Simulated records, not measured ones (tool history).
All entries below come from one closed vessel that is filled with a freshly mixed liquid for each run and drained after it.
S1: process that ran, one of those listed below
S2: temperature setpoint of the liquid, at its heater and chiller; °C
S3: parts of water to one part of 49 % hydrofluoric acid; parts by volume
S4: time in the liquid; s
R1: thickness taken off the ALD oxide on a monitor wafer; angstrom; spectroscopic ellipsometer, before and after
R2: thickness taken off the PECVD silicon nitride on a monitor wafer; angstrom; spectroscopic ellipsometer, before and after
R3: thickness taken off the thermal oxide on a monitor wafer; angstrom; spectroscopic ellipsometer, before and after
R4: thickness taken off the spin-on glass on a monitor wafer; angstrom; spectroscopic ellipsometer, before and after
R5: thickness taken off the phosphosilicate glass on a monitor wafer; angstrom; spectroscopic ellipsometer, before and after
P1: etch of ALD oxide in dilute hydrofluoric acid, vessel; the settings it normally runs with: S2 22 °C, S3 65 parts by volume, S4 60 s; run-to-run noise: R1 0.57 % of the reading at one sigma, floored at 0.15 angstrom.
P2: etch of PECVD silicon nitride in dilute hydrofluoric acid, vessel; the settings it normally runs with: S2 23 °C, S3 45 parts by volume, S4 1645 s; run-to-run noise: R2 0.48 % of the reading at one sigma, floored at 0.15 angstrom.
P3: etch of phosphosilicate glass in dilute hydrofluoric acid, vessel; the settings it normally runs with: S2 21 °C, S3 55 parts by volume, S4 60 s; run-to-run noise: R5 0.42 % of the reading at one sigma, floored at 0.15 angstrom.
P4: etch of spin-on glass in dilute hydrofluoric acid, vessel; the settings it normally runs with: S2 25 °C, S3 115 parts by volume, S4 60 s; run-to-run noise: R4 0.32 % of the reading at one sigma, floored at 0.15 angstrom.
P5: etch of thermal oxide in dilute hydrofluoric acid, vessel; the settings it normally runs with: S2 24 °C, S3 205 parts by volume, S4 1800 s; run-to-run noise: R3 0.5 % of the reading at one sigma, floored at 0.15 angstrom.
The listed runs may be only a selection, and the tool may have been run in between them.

run 1 hour=15.4 | S1=P1 S2=22 S3=65 S4=60 | R1=174.55
run 2 hour=28.7 | S1=P2 S2=23 S3=45 S4=3000 | R2=1046.6
run 3 hour=35.6 | S1=P5 S2=24 S3=100 S4=1800 | R3=860.11
run 4 hour=43.4 | S1=P4 S2=17 S3=115 S4=60 | R4=135.74
run 5 hour=50.4 | S1=P1 S2=22 S3=65 S4=60 | R1=172
run 6 hour=57.4 | S1=P2 S2=23 S3=75 S4=1645 | R2=346.87
run 7 hour=70.5 | S1=P5 S2=24 S3=205 S4=3170 | R3=659.97
run 8 hour=79.8 | S1=P1 S2=22 S3=65 S4=60 | R1=173.67
run 9 hour=87.1 | S1=P1 S2=22 S3=65 S4=60 | R1=172.79
run 10 hour=97.1 | S1=P3 S2=21 S3=55 S4=110 | R5=1607.5
run 11 hour=109.3 | S1=P4 S2=25 S3=115 S4=60 | R4=188.22
run 12 hour=118.9 | S1=P1 S2=22 S3=65 S4=60 | R1=173.14
run 13 hour=128.8 | S1=P5 S2=24 S3=205 S4=1800 | R3=376.11
run 14 hour=136.4 | S1=P4 S2=25 S3=115 S4=30 | R4=94.183
run 15 hour=150.5 | S1=P2 S2=28.5 S3=45 S4=1645 | R2=823.59
run 16 hour=163.9 | S1=P5 S2=24 S3=205 S4=1800 | R3=373.64
run 17 hour=171.9 | S1=P2 S2=23 S3=45 S4=1645 | R2=569.85
run 18 hour=181.3 | S1=P5 S2=18.5 S3=205 S4=1800 | R3=301.33
run 19 hour=190.7 | S1=P3 S2=21 S3=55 S4=60 | R5=873.8
run 20 hour=197.9 | S1=P1 S2=22 S3=65 S4=30 | R1=85.616

What will run 21 give?
run 21 hour=206.7 | S1=P1 S2=29.5 S3=65 S4=110 | R1=?

For run 21 the tool returned R1 425.76 angstrom.
